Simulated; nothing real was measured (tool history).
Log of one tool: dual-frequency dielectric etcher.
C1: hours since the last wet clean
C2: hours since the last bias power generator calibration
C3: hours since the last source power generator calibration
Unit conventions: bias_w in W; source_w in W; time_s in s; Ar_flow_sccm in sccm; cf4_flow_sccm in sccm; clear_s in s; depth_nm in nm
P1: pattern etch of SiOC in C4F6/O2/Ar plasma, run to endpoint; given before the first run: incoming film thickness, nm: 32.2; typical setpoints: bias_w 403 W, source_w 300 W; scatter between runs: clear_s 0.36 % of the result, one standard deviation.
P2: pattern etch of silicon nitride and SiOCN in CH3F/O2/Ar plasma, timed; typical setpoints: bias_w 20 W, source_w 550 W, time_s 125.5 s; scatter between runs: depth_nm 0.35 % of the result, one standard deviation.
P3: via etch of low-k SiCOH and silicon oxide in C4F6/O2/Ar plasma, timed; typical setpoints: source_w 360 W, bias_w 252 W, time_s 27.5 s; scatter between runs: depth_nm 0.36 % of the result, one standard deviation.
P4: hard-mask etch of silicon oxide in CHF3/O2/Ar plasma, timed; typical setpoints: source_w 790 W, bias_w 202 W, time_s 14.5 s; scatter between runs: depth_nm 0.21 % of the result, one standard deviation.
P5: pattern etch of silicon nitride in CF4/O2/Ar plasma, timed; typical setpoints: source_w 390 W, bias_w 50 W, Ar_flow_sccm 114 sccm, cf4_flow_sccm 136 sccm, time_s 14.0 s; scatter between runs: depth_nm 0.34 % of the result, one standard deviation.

{"run": 1, "hour": 4.4, "process": "P1", "bias_w": 403, "source_w": 300, "C1": 273.8, "C2": 1531.5, "C3": 1295.8, "clear_s": 13.147}
{"run": 2, "hour": 9.5, "process": "P3", "bias_w": 252, "source_w": 360, "time_s": 27.5, "C1": 278.9, "C2": 1536.6, "C3": 1300.9, "depth_nm": 68.467}
{"run": 3, "hour": 16.7, "process": "P5", "bias_w": 50, "source_w": 390, "time_s": 14.0, "Ar_flow_sccm": 148, "cf4_flow_sccm": 136, "C1": 286.1, "C2": 1543.8, "C3": 1308.1, "depth_nm": 20.998}
{"run": 4, "hour": 23.3, "process": "P1", "bias_w": 403, "source_w": 300, "C1": 292.7, "C2": 1550.4, "C3": 1314.7, "clear_s": 13.232}
{"run": 5, "hour": 29.9, "process": "P3", "bias_w": 252, "source_w": 360, "time_s": 39.0, "C1": 299.3, "C2": 1557.0, "C3": 1321.3, "depth_nm": 97.846}
{"run": 6, "hour": 36.3, "process": "P5", "bias_w": 50, "source_w": 390, "time_s": 8.0, "Ar_flow_sccm": 114, "cf4_flow_sccm": 136, "C1": 305.7, "C2": 1563.4, "C3": 1327.7, "depth_nm": 12.324}
{"run": 7, "hour": 42.0, "process": "P1", "bias_w": 403, "source_w": 300, "C1": 311.4, "C2": 1569.1, "C3": 1333.4, "clear_s": 13.127}
{"run": 8, "hour": 49.4, "process": "P5", "bias_w": 50, "source_w": 520, "time_s": 14.0, "Ar_flow_sccm": 114, "cf4_flow_sccm": 136, "C1": 318.8, "C2": 1576.5, "C3": 1340.8, "depth_nm": 27.867}
{"run": 9, "hour": 57.3, "process": "P2", "bias_w": 20, "source_w": 410, "time_s": 125.5, "C1": 326.7, "C2": 1584.4, "C3": 1348.7, "depth_nm": 16.241}
{"run": 10, "hour": 62.2, "process": "P3", "bias_w": 252, "source_w": 490, "time_s": 27.5, "C1": 331.6, "C2": 1589.3, "C3": 1353.6, "depth_nm": 77.536}
{"run": 11, "hour": 68.4, "process": "P4", "bias_w": 202, "source_w": 790, "time_s": 14.5, "C1": 337.8, "C2": 1595.5, "C3": 1359.8, "depth_nm": 33.314}
{"run": 12, "hour": 77.7, "process": "P1", "bias_w": 572, "source_w": 300, "C1": 347.1, "C2": 1604.8, "C3": 1369.1, "clear_s": 11.552}
{"run": 13, "hour": 86.7, "process": "P2", "bias_w": 20, "source_w": 550, "time_s": 125.5, "C1": 356.1, "C2": 1613.8, "C3": 1378.1, "depth_nm": 18.117}
{"run": 14, "hour": 92.5, "process": "P4", "bias_w": 263, "source_w": 790, "time_s": 14.5, "C1": 361.9, "C2": 1619.6, "C3": 1383.9, "depth_nm": 36.435}
{"run": 15, "hour": 101.1, "process": "P2", "bias_w": 20, "source_w": 550, "time_s": 125.5, "C1": 370.5, "C2": 1628.2, "C3": 1392.5, "depth_nm": 18.024}
{"run": 16, "hour": 105.5, "process": "P5", "bias_w": 32, "source_w": 390, "time_s": 14.0, "Ar_flow_sccm": 114, "cf4_flow_sccm": 136, "C1": 374.9, "C2": 1632.6, "C3": 1396.9, "depth_nm": 18.587}
{"run": 17, "hour": 112.4, "process": "P4", "bias_w": 202, "source_w": 1090, "time_s": 14.5, "C1": 381.8, "C2": 1639.5, "C3": 1403.8, "depth_nm": 37.79}
{"run": 18, "hour": 117.5, "process": "P5", "bias_w": 50, "source_w": 390, "time_s": 14.0, "Ar_flow_sccm": 114, "cf4_flow_sccm": 172, "C1": 386.9, "C2": 1644.6, "C3": 1408.9, "depth_nm": 22.202}
{"run": 19, "hour": 122.4, "process": "P1", "bias_w": 316, "source_w": 300, "C1": 391.8, "C2": 1649.5, "C3": 1413.8, "clear_s": 14.334}
{"run": 20, "hour": 128.6, "process": "P1", "bias_w": 323, "source_w": 230, "C1": 398.0, "C2": 1655.7, "C3": 1420.0, "clear_s": 15.732}
{"run": 21, "hour": 133.3, "process": "P3", "bias_w": 348, "source_w": 360, "time_s": 27.5, "C1": 402.7, "C2": 1660.4, "C3": 1424.7, "depth_nm": 77.558}
{"run": 22, "hour": 142.1, "process": "P4", "bias_w": 202, "source_w": 790, "time_s": 8.0, "C1": 411.5, "C2": 1669.2, "C3": 1433.5, "depth_nm": 18.413}
{"run": 23, "hour": 148.1, "process": "P1", "bias_w": 403, "source_w": 220, "C1": 417.5, "C2": 1675.2, "C3": 1439.5, "clear_s": 14.776}
{"hour": 151.4, "done": "source power generator calibrated"}
{"run": 24, "hour": 153.1, "process": "P5", "bias_w": 50, "source_w": 390, "time_s": 14.0, "Ar_flow_sccm": 114, "cf4_flow_sccm": 136, "C1": 422.5, "C2": 1680.2, "C3": 1.7, "depth_nm": 21.851}
{"run": 25, "hour": 157.8, "process": "P1", "bias_w": 403, "source_w": 380, "C1": 427.2, "C2": 1684.9, "C3": 6.4, "clear_s": 11.972}
{"run": 26, "hour": 165.7, "process": "P1", "bias_w": 246, "source_w": 370, "C1": 435.1, "C2": 1692.8, "C3": 14.3, "clear_s": 14.46}
{"run": 27, "hour": 174.3, "process": "P2", "bias_w": 14, "source_w": 550, "time_s": 125.5, "C1": 443.7, "C2": 1701.4, "C3": 22.9, "depth_nm": 15.661}
{"run": 28, "hour": 178.5, "process": "P1", "bias_w": 403, "source_w": 300, "C1": 447.9, "C2": 1705.6, "C3": 27.1, "clear_s": 13.251}
{"run": 29, "hour": 186.5, "process": "P2", "bias_w": 20, "source_w": 550, "time_s": 162.0, "C1": 455.9, "C2": 1713.6, "C3": 35.1, "depth_nm": 23.321}
{"run": 30, "hour": 194.4, "process": "P1", "bias_w": 403, "source_w": 300, "C1": 463.8, "C2": 1721.5, "C3": 43.0, "clear_s": 13.21}
{"run": 31, "hour": 202.2, "process": "P1", "bias_w": 403, "source_w": 300, "C1": 471.6, "C2": 1729.3, "C3": 50.8, "clear_s": 13.239}
{"run": 32, "hour": 210.7, "process": "P1", "bias_w": 403, "source_w": 300, "C1": 480.1, "C2": 1737.8, "C3": 59.3, "clear_s": 13.412}
{"run": 33, "hour": 218.1, "process": "P1", "bias_w": 403, "source_w": 300, "C1": 487.5, "C2": 1745.2, "C3": 66.7, "clear_s": 13.38}
{"run": 34, "hour": 227.4, "process": "P1", "bias_w": 403, "source_w": 300, "C1": 496.8, "C2": 1754.5, "C3": 76.0, "clear_s": 13.351}
{"hour": 234.0, "done": "wet clean of the chamber"}
{"run": 35, "hour": 235.5, "process": "P1", "bias_w": 403, "source_w": 300, "C1": 1.5, "C2": 1762.6, "C3": 84.1, "clear_s": 13.38}
{"run": 36, "hour": 242.7, "process": "P1", "bias_w": 403, "source_w": 300, "C1": 8.7, "C2": 1769.8, "C3": 91.3, "clear_s": 13.298}

Run 37 has not been measured yet. What should we expect?
{"run": 37, "hour": 247.6, "process": "P1", "bias_w": 403, "source_w": 300, "C1": 13.6, "C2": 1774.7, "C3": 96.2, "clear_s": "?"}

clear_s: 13.369 s
